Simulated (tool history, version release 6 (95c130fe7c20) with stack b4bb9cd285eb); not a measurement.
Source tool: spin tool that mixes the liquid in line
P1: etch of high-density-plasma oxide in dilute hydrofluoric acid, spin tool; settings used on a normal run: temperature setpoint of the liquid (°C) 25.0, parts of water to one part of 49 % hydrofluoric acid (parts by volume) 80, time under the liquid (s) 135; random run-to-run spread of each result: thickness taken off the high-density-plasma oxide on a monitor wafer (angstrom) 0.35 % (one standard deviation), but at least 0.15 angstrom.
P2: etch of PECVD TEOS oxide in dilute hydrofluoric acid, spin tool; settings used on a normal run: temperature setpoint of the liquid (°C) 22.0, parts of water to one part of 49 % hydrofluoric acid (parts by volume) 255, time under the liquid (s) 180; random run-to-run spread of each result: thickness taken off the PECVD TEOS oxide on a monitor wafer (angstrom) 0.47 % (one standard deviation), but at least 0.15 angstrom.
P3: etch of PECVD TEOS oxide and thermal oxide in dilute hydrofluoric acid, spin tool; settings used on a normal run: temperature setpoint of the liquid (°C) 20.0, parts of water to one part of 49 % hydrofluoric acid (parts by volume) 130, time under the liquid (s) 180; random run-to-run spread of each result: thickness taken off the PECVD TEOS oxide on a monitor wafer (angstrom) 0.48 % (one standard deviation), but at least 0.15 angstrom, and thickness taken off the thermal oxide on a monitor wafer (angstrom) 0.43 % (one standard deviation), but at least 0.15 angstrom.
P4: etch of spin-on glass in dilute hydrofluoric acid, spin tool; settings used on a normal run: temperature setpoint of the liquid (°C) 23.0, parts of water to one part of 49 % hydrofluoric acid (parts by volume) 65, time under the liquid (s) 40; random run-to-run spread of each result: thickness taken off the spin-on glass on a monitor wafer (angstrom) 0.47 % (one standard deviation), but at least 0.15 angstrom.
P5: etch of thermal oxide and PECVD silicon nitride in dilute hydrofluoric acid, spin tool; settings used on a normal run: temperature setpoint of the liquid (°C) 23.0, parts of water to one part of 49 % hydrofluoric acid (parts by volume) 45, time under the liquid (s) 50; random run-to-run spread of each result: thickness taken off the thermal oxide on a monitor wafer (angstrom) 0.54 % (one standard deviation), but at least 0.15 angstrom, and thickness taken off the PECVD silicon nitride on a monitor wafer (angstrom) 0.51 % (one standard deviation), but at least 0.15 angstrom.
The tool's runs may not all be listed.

run   hour  process that ran  temperature setpoint of the liquid (°C)  parts of water to one part of 49 % hydrofluoric acid (parts by volume)  time under the liquid (s)  hours since the thermometer was replaced  hours since the hydrofluoric acid flow meter was replaced  thickness taken off the high-density-plasma oxide on a monitor wafer (angstrom)  thickness taken off the thermal oxide on a monitor wafer (angstrom)  thickness taken off the PECVD silicon nitride on a monitor wafer (angstrom)  thickness taken off the spin-on glass on a monitor wafer (angstrom)  thickness taken off the PECVD TEOS oxide on a monitor wafer (angstrom)
  1    8.8                P1                                     25.0                                                                      80                        135                                     555.9                                                      187.6                                                                           93.548
  2   18.9                P5                                     23.0                                                                      45                         15                                     566.0                                                      197.7                                                                                                                                                16.409                                                                       14.783
  3   27.9                P4                                     23.0                                                                      65                         40                                     575.0                                                      206.7                                                                                                                                                                                                                                                                                                 258.940
  4   38.9                P3                                     20.0                                                                     130                        180                                     586.0                                                      217.7                                                                                                                                                56.000                                                                                                                                                                                                                   124.340
  5   46.6                P2                                     22.0                                                                     255                         85                                     593.7                                                      225.4                                                                                                                                                                                                                                                                                                                                                                          43.614
  6   59.0                P2                                     22.0                                                                     135                        180                                     606.1                                                      237.8                                                                                                                                                                                                                                                                                                                                                                         198.480
  7   67.8                P5                                     19.5                                                                      45                         50                                     614.9                                                      246.6                                                                                                                                                47.173                                                                       39.304
  8   77.7                P5                                     23.0                                                                      30                         50                                     624.8                                                      256.5                                                                                                                                                84.016                                                                       74.543
  9   88.4                P2                                     22.0                                                                     255                        180                                     635.5                                                      267.2                                                                                                                                                                                                                                                                                                                                                                          92.286
 10   95.6                P5                                     23.0                                                                      45                         50                                     642.7                                                      274.4                                                                                                                                                54.499                                                                       50.625
 11  103.2                P4                                     23.0                                                                      25                         40                                     650.3                                                      282.0                                                                                                                                                                                                                                                                                                 713.990
 12  111.3                P3                                     20.0                                                                     130                         35                                     658.4                                                      290.1                                                                                                                                                10.944                                                                                                                                                                                                                    24.167
 13  120.9                P3                                     17.0                                                                     130                        180                                     668.0                                                      299.7                                                                                                                                                49.355                                                                                                                                                                                                                   109.560
 14  134.2                P2                                     18.5                                                                     255                        180                                     681.3                                                      313.0                                                                                                                                                                                                                                                                                                                                                                          82.201
 15  145.8                P3                                     20.0                                                                      30                        180                                     692.9                                                      324.6                                                                                                                                               273.500                                                                                                                                                                                                                   600.050
 16  151.5                P1                                     25.0                                                                      40                        135                                     698.6                                                      330.3                                                                          197.070
 17  158.3                P1                                     29.5                                                                      80                        135                                     705.4                                                      337.1                                                                          110.220
 18  168.4                P1                                     25.0                                                                      80                        245                                     715.5                                                      347.2                                                                          168.350
 19  176.3                P4                                     29.5                                                                      65                         40                                     723.4                                                      355.1                                                                                                                                                                                                                                                                                                 336.850
 20  183.8                P1                                     25.0                                                                     120                        135                                     730.9                                                      362.6                                                                           59.041
 21  194.0                P1                                     19.5                                                                      80                        135                                     741.1                                                      372.8                                                                           74.422
 22  205.7                P1                                     25.0                                                                      80                         15                                     752.8                                                      384.5                                                                           10.374
 23  212.7                P2                                     22.0                                                                     255                        180                                     759.8                                                      391.5                                                                                                                                                                                                                                                                                                                                                                          91.891
 24  223.4                P4                                     23.0                                                                      65                         15                                     770.5                                                      402.2                                                                                                                                                                                                                                                                                                  97.703
 25  234.4                P1                                     30.5                                                                     140                        135                                     781.5                                                      413.2                                                                           60.934
 26  247.4                P1                                     25.0                                                                      80                        135                                     794.5                                                      426.2                                                                           92.885
 27  258.5                P1                                     31.5                                                                      80                         25                                     805.6                                                      437.3                                                                           21.990
 28  270.8                P1                                     25.0                                                                      80                        135                                     817.9                                                      449.6                                                                           93.196
 29  279.0                P1                                     25.0                                                                      80                        135                                     826.1                                                      457.8                                                                           93.267
 30  284.9                P1                                     25.0                                                                      80                        135                                     832.0                                                      463.7                                                                           93.021
 31  292.6                P1                                     25.0                                                                      80                        135                                     839.7                                                      471.4                                                                           92.251
 32  304.9                P1                                     25.0                                                                      80                        135                                     852.0                                                      483.7                                                                           92.877
 33  318.2                P1                                     25.0                                                                      80                        135                                     865.3                                                      497.0                                                                           88.814
 34  330.4                P1                                     25.0                                                                      80                        135                                     877.5                                                      509.2                                                                           87.106
 35  336.8                P1                                     25.0                                                                      80                        135                                     883.9                                                      515.6                                                                           86.809
 36  343.4                P1                                     25.0                                                                      80                        135                                     890.5                                                      522.2                                                                           86.449
 37  349.3                P1                                     25.0                                                                      80                        135                                     896.4                                                      528.1                                                                           86.317
 38  357.3                P1                                     25.0                                                                      80                        135                                     904.4                                                      536.1                                                                           86.577
 39  363.5                P1                                     25.0                                                                      80                        135                                     910.6                                                      542.3                                                                           85.788

The output of P1 has drifted from where it used to be. Each of the 2 causes below, taken at the size shown beside it, accounts for the log equally well:
A: hydrofluoric acid flow below the setpoint (%) = 6.91
B: liquid colder than its thermometer reads (K) = 1.97
Creep in the process output first set in at about hour 304.9.

Below are 4 check runs, each on a single wafer, with their results shown as question marks. Which of them would tell the listed causes apart, meaning the causes would give clearly different results under it?
check 1  369.7                P3                                     20.0                                                                      40                        180                                                                                                                                                                                                                                                          ?                                                                                                                                                                                                                         ?
check 2  369.7                P2                                     19.0                                                                     255                        115                                                                                                                                                                                                                                                                                                                                                                                                                                                                                    ?
check 3  369.7                P4                                     23.0                                                                      35                         15                                                                                                                                                                                                                                                                                                                                                                                                            ?
check 4  369.7                P5                                     23.0                                                                      30                         15                                                                                                                                                                                                                                                          ?                                                                            ?

Check results expected under each cause:
  check                                                                       result     if A     if B
check 1          thickness taken off the thermal oxide on a monitor wafer (angstrom)  186.740  184.930
check 1       thickness taken off the PECVD TEOS oxide on a monitor wafer (angstrom)  414.410  410.410
check 2       thickness taken off the PECVD TEOS oxide on a monitor wafer (angstrom)   48.542   49.188
check 3          thickness taken off the spin-on glass on a monitor wafer (angstrom)  174.490  173.050
check 4          thickness taken off the thermal oxide on a monitor wafer (angstrom)   23.431   23.220
check 4  thickness taken off the PECVD silicon nitride on a monitor wafer (angstrom)   20.910   19.558
Per check, the gap between the least separated pair of causes, taken in the result that splits them most: check 1 0.97 %; check 2 1.32 %; check 3 0.83 %; check 4 6.68 %
Only check 4 tells the causes apart: in the others they would give nearly the same result.

Running check 4 produced the following: thickness taken off the thermal oxide on a monitor wafer (angstrom) 23.373; thickness taken off the PECVD silicon nitride on a monitor wafer (angstrom) 19.331. Which one of the listed causes fits?

B is the cause: liquid colder than its thermometer reads (K).
